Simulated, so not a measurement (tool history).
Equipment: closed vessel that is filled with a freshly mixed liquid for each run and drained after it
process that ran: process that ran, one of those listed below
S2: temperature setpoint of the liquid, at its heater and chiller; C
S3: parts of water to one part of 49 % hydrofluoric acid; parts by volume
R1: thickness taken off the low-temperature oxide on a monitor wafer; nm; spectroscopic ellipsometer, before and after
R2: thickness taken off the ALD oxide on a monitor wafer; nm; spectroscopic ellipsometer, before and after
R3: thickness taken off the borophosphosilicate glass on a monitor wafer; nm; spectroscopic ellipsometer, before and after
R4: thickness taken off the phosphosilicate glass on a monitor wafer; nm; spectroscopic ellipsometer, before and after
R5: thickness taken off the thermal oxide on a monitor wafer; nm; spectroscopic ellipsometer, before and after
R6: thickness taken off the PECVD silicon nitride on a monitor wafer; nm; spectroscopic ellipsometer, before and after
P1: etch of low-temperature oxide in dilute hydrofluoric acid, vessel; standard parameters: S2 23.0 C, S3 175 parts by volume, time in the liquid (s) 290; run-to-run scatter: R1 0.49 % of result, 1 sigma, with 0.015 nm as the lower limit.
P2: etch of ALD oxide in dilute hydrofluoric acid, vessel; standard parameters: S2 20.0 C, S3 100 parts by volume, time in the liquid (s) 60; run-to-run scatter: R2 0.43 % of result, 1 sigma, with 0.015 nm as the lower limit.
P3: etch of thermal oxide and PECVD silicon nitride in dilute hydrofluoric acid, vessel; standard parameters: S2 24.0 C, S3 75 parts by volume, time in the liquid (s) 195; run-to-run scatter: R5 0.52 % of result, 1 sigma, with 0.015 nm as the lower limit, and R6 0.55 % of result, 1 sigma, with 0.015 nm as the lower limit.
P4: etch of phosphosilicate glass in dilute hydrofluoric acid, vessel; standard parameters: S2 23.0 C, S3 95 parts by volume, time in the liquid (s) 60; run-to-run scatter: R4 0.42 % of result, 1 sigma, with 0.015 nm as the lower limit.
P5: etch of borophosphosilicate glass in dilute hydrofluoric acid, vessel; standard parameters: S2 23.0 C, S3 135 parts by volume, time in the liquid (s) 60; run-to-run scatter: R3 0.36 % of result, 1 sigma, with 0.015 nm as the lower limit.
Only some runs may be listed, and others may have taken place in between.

{"run": 1, "hour": 10.0, "process that ran": "P1", "S2": 23.0, "S3": 175, "time in the liquid (s)": 290, "R1": 40.739}
{"run": 2, "hour": 19.8, "process that ran": "P2", "S2": 20.0, "S3": 100, "time in the liquid (s)": 60, "R2": 7.1097}
{"run": 3, "hour": 27.9, "process that ran": "P1", "S2": 23.0, "S3": 280, "time in the liquid (s)": 555, "R1": 43.38}
{"run": 4, "hour": 34.1, "process that ran": "P1", "S2": 23.0, "S3": 175, "time in the liquid (s)": 40, "R1": 5.6719}
{"run": 5, "hour": 44.1, "process that ran": "P1", "S2": 23.0, "S3": 175, "time in the liquid (s)": 290, "R1": 40.224}
{"run": 6, "hour": 55.3, "process that ran": "P5", "S2": 18.0, "S3": 135, "time in the liquid (s)": 60, "R3": 8.6298}
{"run": 7, "hour": 62.6, "process that ran": "P1", "S2": 23.0, "S3": 175, "time in the liquid (s)": 465, "R1": 65.137}
{"run": 8, "hour": 71.6, "process that ran": "P1", "S2": 23.0, "S3": 240, "time in the liquid (s)": 290, "R1": 27.623}
{"run": 9, "hour": 84.9, "process that ran": "P4", "S2": 23.0, "S3": 95, "time in the liquid (s)": 30, "R4": 28.139}
{"run": 10, "hour": 94.1, "process that ran": "P4", "S2": 23.0, "S3": 95, "time in the liquid (s)": 60, "R4": 56.238}
{"run": 11, "hour": 107.2, "process that ran": "P3", "S2": 24.0, "S3": 75, "time in the liquid (s)": 195, "R5": 11.932, "R6": 6.5328}
{"run": 12, "hour": 118.8, "process that ran": "P2", "S2": 20.0, "S3": 100, "time in the liquid (s)": 30, "R2": 3.5515}
{"run": 13, "hour": 125.5, "process that ran": "P3", "S2": 24.0, "S3": 140, "time in the liquid (s)": 195, "R5": 5.9776, "R6": 3.5512}
{"run": 14, "hour": 134.9, "process that ran": "P1", "S2": 23.0, "S3": 175, "time in the liquid (s)": 290, "R1": 40.667}
{"run": 15, "hour": 141.4, "process that ran": "P4", "S2": 23.0, "S3": 95, "time in the liquid (s)": 60, "R4": 55.726}
{"run": 16, "hour": 148.8, "process that ran": "P1", "S2": 30.5, "S3": 175, "time in the liquid (s)": 290, "R1": 53.931}
{"run": 17, "hour": 161.9, "process that ran": "P2", "S2": 20.0, "S3": 175, "time in the liquid (s)": 60, "R2": 3.804}
{"run": 18, "hour": 173.2, "process that ran": "P2", "S2": 20.0, "S3": 100, "time in the liquid (s)": 60, "R2": 7.0175}
{"run": 19, "hour": 181.4, "process that ran": "P2", "S2": 28.0, "S3": 100, "time in the liquid (s)": 60, "R2": 9.7454}
{"run": 20, "hour": 192.7, "process that ran": "P1", "S2": 23.0, "S3": 105, "time in the liquid (s)": 290, "R1": 73.875}
{"run": 21, "hour": 206.5, "process that ran": "P1", "S2": 23.0, "S3": 175, "time in the liquid (s)": 290, "R1": 40.679}
{"run": 22, "hour": 217.1, "process that ran": "P4", "S2": 23.0, "S3": 150, "time in the liquid (s)": 60, "R4": 33.388}
{"run": 23, "hour": 226.9, "process that ran": "P3", "S2": 24.0, "S3": 75, "time in the liquid (s)": 65, "R5": 3.9711, "R6": 2.1588}
{"run": 24, "hour": 234.3, "process that ran": "P3", "S2": 28.5, "S3": 75, "time in the liquid (s)": 195, "R5": 14.189, "R6": 8.7743}
{"run": 25, "hour": 248.0, "process that ran": "P5", "S2": 23.0, "S3": 135, "time in the liquid (s)": 60, "R3": 10.542}
{"run": 26, "hour": 260.4, "process that ran": "P4", "S2": 30.5, "S3": 95, "time in the liquid (s)": 60, "R4": 74.511}
{"run": 27, "hour": 267.1, "process that ran": "P5", "S2": 23.0, "S3": 50, "time in the liquid (s)": 60, "R3": 31.551}
{"run": 28, "hour": 277.3, "process that ran": "P1", "S2": 17.0, "S3": 175, "time in the liquid (s)": 290, "R1": 31.784}
{"run": 29, "hour": 286.2, "process that ran": "P1", "S2": 23.0, "S3": 175, "time in the liquid (s)": 290, "R1": 40.669}
{"run": 30, "hour": 292.3, "process that ran": "P5", "S2": 23.0, "S3": 135, "time in the liquid (s)": 105, "R3": 18.616}
{"run": 31, "hour": 299.1, "process that ran": "P5", "S2": 23.0, "S3": 135, "time in the liquid (s)": 60, "R3": 10.581}
{"run": 32, "hour": 306.9, "process that ran": "P1", "S2": 23.0, "S3": 175, "time in the liquid (s)": 290, "R1": 40.847}
{"run": 33, "hour": 314.3, "process that ran": "P1", "S2": 23.0, "S3": 175, "time in the liquid (s)": 290, "R1": 39.66}
{"run": 34, "hour": 320.6, "process that ran": "P1", "S2": 23.0, "S3": 175, "time in the liquid (s)": 290, "R1": 38.911}
{"run": 35, "hour": 329.1, "process that ran": "P1", "S2": 23.0, "S3": 175, "time in the liquid (s)": 290, "R1": 38.585}
{"run": 36, "hour": 335.6, "process that ran": "P1", "S2": 23.0, "S3": 175, "time in the liquid (s)": 290, "R1": 38.689}
{"run": 37, "hour": 348.2, "process that ran": "P1", "S2": 23.0, "S3": 175, "time in the liquid (s)": 290, "R1": 37.968}
{"run": 38, "hour": 360.2, "process that ran": "P1", "S2": 23.0, "S3": 175, "time in the liquid (s)": 290, "R1": 37.775}
{"run": 39, "hour": 371.7, "process that ran": "P1", "S2": 23.0, "S3": 175, "time in the liquid (s)": 290, "R1": 37.734}
{"run": 40, "hour": 378.0, "process that ran": "P1", "S2": 23.0, "S3": 175, "time in the liquid (s)": 290, "R1": 37.467}
{"run": 41, "hour": 387.8, "process that ran": "P1", "S2": 23.0, "S3": 175, "time in the liquid (s)": 290, "R1": 37.72}

P1 has crept away from where it was. The log is fitted equally well by each of these 2 causes, at the sizes shown:
A: hydrofluoric acid flow below the setpoint (%) = 6.06
B: liquid colder than its thermometer reads (K) = 1.95
At approximately hour 306.9, the process output began to creep.

Consider the 4 single-wafer check runs listed below, results given as question marks: which one distinguishes between the causes by giving clearly different results for each?
{"run": "check 1", "hour": 397.6, "process that ran": "P4", "S2": 23.0, "S3": 95, "time in the liquid (s)": 60, "R4": "?"}
{"run": "check 2", "hour": 397.6, "process that ran": "P2", "S2": 20.0, "S3": 100, "time in the liquid (s)": 60, "R2": "?"}
{"run": "check 3", "hour": 397.6, "process that ran": "P3", "S2": 24.0, "S3": 75, "time in the liquid (s)": 195, "R5": "?", "R6": "?"}
{"run": "check 4", "hour": 397.6, "process that ran": "P5", "S2": 23.0, "S3": 135, "time in the liquid (s)": 60, "R3": "?"}

Expected result of each check under each candidate cause:
check=check_1 result=R4 if_A=52.213 if_B=51.744
check=check_2 result=R2 if_A=6.6163 if_B=6.5431
check=check_3 result=R5 if_A=11.1180 if_B=11.0000
check=check_3 result=R6 if_A=6.1816 if_B=5.7673
check=check_4 result=R3 if_A=9.8405 if_B=9.7971
Per-check spread between the two closest causes, in the result where they differ most: check 1 0.9 %; check 2 1.11 %; check 3 6.94 %; check 4 0.44 %
Of the check runs offered, only check 3 discriminates between the causes; the rest would read about the same regardless of which cause applies.

Here is what check 3 returned: R5 10.9230 nm; R6 5.7565 nm. Which cause is it?

Of the candidate causes, it is B: liquid colder than its thermometer reads (K).
